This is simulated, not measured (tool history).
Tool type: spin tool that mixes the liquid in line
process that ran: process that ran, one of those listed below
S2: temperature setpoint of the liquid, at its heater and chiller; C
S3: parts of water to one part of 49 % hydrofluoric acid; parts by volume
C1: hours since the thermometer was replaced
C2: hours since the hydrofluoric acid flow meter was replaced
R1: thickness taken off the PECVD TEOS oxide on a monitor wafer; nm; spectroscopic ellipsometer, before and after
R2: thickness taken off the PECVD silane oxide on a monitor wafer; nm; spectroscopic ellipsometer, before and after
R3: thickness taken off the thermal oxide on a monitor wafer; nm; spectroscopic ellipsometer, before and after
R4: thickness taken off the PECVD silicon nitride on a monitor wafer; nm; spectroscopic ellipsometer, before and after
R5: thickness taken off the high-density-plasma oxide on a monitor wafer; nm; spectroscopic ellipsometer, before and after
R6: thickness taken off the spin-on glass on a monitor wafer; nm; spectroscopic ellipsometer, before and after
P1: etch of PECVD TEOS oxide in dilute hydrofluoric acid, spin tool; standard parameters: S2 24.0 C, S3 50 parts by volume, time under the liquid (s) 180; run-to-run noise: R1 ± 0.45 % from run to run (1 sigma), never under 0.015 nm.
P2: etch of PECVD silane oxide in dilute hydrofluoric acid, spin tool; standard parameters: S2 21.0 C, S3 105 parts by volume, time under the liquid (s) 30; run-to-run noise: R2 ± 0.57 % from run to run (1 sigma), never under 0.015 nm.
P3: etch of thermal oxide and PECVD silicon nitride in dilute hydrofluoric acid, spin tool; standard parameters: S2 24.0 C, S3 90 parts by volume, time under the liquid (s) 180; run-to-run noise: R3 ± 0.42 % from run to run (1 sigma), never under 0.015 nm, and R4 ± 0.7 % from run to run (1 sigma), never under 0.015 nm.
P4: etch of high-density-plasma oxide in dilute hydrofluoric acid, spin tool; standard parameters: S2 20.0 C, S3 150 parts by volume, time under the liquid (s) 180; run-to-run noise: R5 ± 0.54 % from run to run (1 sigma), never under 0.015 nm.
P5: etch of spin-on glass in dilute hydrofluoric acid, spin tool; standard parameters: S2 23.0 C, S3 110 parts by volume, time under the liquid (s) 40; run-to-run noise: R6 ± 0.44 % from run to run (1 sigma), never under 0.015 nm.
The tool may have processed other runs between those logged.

{"run": 1, "day": 0.25, "process that ran": "P1", "S2": 24.0, "S3": 50, "time under the liquid (s)": 180, "C1": 168.1, "C2": 159.0, "R1": 53.608}
{"run": 2, "day": 0.604, "process that ran": "P1", "S2": 24.0, "S3": 50, "time under the liquid (s)": 40, "C1": 176.6, "C2": 167.5, "R1": 11.863}
{"run": 3, "day": 0.8, "process that ran": "P2", "S2": 21.0, "S3": 105, "time under the liquid (s)": 45, "C1": 181.3, "C2": 172.2, "R2": 19.452}
{"run": 4, "day": 1.104, "process that ran": "P1", "S2": 24.0, "S3": 50, "time under the liquid (s)": 180, "C1": 188.6, "C2": 179.5, "R1": 53.209}
{"run": 5, "day": 1.454, "process that ran": "P3", "S2": 24.0, "S3": 90, "time under the liquid (s)": 65, "C1": 197.0, "C2": 187.9, "R3": 3.3475, "R4": 1.3575}
{"run": 6, "day": 1.667, "process that ran": "P1", "S2": 24.0, "S3": 50, "time under the liquid (s)": 180, "C1": 202.1, "C2": 193.0, "R1": 53.468}
{"run": 7, "day": 1.929, "process that ran": "P1", "S2": 24.0, "S3": 50, "time under the liquid (s)": 180, "C1": 208.4, "C2": 199.3, "R1": 53.349}
{"run": 8, "day": 2.179, "process that ran": "P1", "S2": 28.0, "S3": 30, "time under the liquid (s)": 180, "C1": 214.4, "C2": 205.3, "R1": 108.36}
{"run": 9, "day": 2.479, "process that ran": "P1", "S2": 24.0, "S3": 90, "time under the liquid (s)": 180, "C1": 221.6, "C2": 212.5, "R1": 28.376}
{"run": 10, "day": 2.779, "process that ran": "P1", "S2": 19.5, "S3": 50, "time under the liquid (s)": 180, "C1": 228.8, "C2": 219.7, "R1": 44.478}
{"run": 11, "day": 3.142, "process that ran": "P4", "S2": 20.0, "S3": 50, "time under the liquid (s)": 180, "C1": 237.5, "C2": 228.4, "R5": 24.579}
{"run": 12, "day": 3.429, "process that ran": "P3", "S2": 24.0, "S3": 35, "time under the liquid (s)": 180, "C1": 244.4, "C2": 235.3, "R3": 25.815, "R4": 9.5782}
{"run": 13, "day": 3.8, "process that ran": "P1", "S2": 24.0, "S3": 50, "time under the liquid (s)": 180, "C1": 253.3, "C2": 244.2, "R1": 53.732}
{"run": 14, "day": 4.042, "process that ran": "P2", "S2": 21.0, "S3": 105, "time under the liquid (s)": 30, "C1": 259.1, "C2": 250.0, "R2": 13.001}
{"run": 15, "day": 4.312, "process that ran": "P1", "S2": 24.0, "S3": 90, "time under the liquid (s)": 280, "C1": 265.6, "C2": 256.5, "R1": 44.138}
{"run": 16, "day": 4.617, "process that ran": "P1", "S2": 24.0, "S3": 30, "time under the liquid (s)": 180, "C1": 272.9, "C2": 263.8, "R1": 92.046}
{"run": 17, "day": 4.938, "process that ran": "P2", "S2": 21.0, "S3": 105, "time under the liquid (s)": 30, "C1": 280.6, "C2": 271.5, "R2": 13.018}
{"run": 18, "day": 5.192, "process that ran": "P4", "S2": 20.0, "S3": 150, "time under the liquid (s)": 265, "C1": 286.7, "C2": 277.6, "R5": 10.847}
{"run": 19, "day": 5.367, "process that ran": "P5", "S2": 23.0, "S3": 110, "time under the liquid (s)": 15, "C1": 290.9, "C2": 281.8, "R6": 5.2415}
{"run": 20, "day": 5.529, "process that ran": "P3", "S2": 24.0, "S3": 90, "time under the liquid (s)": 180, "C1": 294.8, "C2": 285.7, "R3": 9.3369, "R4": 3.853}
{"run": 21, "day": 5.808, "process that ran": "P4", "S2": 20.0, "S3": 150, "time under the liquid (s)": 180, "C1": 301.5, "C2": 292.4, "R5": 7.3715}
{"run": 22, "day": 6.054, "process that ran": "P1", "S2": 24.0, "S3": 50, "time under the liquid (s)": 180, "C1": 307.4, "C2": 298.3, "R1": 53.371}
{"run": 23, "day": 6.333, "process that ran": "P1", "S2": 24.0, "S3": 80, "time under the liquid (s)": 255, "C1": 314.1, "C2": 305.0, "R1": 45.437}
{"run": 24, "day": 6.538, "process that ran": "P1", "S2": 24.0, "S3": 50, "time under the liquid (s)": 355, "C1": 319.0, "C2": 309.9, "R1": 105.53}
{"run": 25, "day": 6.754, "process that ran": "P1", "S2": 30.0, "S3": 50, "time under the liquid (s)": 180, "C1": 324.2, "C2": 315.1, "R1": 68.152}
{"run": 26, "day": 7.088, "process that ran": "P5", "S2": 31.0, "S3": 110, "time under the liquid (s)": 40, "C1": 332.2, "C2": 323.1, "R6": 18.875}
{"run": 27, "day": 7.467, "process that ran": "P2", "S2": 21.0, "S3": 165, "time under the liquid (s)": 30, "C1": 341.3, "C2": 332.2, "R2": 7.8107}
{"run": 28, "day": 7.779, "process that ran": "P5", "S2": 23.0, "S3": 110, "time under the liquid (s)": 40, "C1": 348.8, "C2": 339.7, "R6": 13.924}
{"run": 29, "day": 8.125, "process that ran": "P3", "S2": 17.0, "S3": 90, "time under the liquid (s)": 180, "C1": 357.1, "C2": 348.0, "R3": 6.9931, "R4": 2.4066}
{"day": 8.35, "done": "thermometer replaced"}
{"run": 30, "day": 8.408, "process that ran": "P4", "S2": 25.5, "S3": 150, "time under the liquid (s)": 180, "C1": 1.4, "C2": 354.8, "R5": 9.0534}
{"run": 31, "day": 8.779, "process that ran": "P5", "S2": 23.0, "S3": 170, "time under the liquid (s)": 40, "C1": 10.3, "C2": 363.7, "R6": 8.386}
{"run": 32, "day": 9.142, "process that ran": "P3", "S2": 24.0, "S3": 90, "time under the liquid (s)": 180, "C1": 19.0, "C2": 372.4, "R3": 9.2853, "R4": 3.8073}
{"run": 33, "day": 9.512, "process that ran": "P2", "S2": 17.0, "S3": 105, "time under the liquid (s)": 30, "C1": 27.9, "C2": 381.3, "R2": 10.935}
{"run": 34, "day": 9.862, "process that ran": "P5", "S2": 23.0, "S3": 110, "time under the liquid (s)": 40, "C1": 36.3, "C2": 389.7, "R6": 13.982}
{"run": 35, "day": 10.158, "process that ran": "P1", "S2": 24.0, "S3": 50, "time under the liquid (s)": 180, "C1": 43.4, "C2": 396.8, "R1": 53.744}
{"run": 36, "day": 10.462, "process that ran": "P1", "S2": 24.0, "S3": 50, "time under the liquid (s)": 180, "C1": 50.7, "C2": 404.1, "R1": 51.871}
{"run": 37, "day": 10.646, "process that ran": "P1", "S2": 24.0, "S3": 50, "time under the liquid (s)": 180, "C1": 55.1, "C2": 408.5, "R1": 51.261}
{"run": 38, "day": 10.883, "process that ran": "P1", "S2": 24.0, "S3": 50, "time under the liquid (s)": 180, "C1": 60.8, "C2": 414.2, "R1": 50.441}
{"run": 39, "day": 11.1, "process that ran": "P1", "S2": 24.0, "S3": 50, "time under the liquid (s)": 180, "C1": 66.0, "C2": 419.4, "R1": 50.034}
{"run": 40, "day": 11.3, "process that ran": "P1", "S2": 24.0, "S3": 50, "time under the liquid (s)": 180, "C1": 70.8, "C2": 424.2, "R1": 49.662}

Run 41 is up next; what results do you expect?
{"run": 41, "day": 11.65, "process that ran": "P1", "S2": 24.0, "S3": 50, "time under the liquid (s)": 180, "C1": 79.2, "C2": 432.6, "R1": "?"}

R1: 49.244 nm
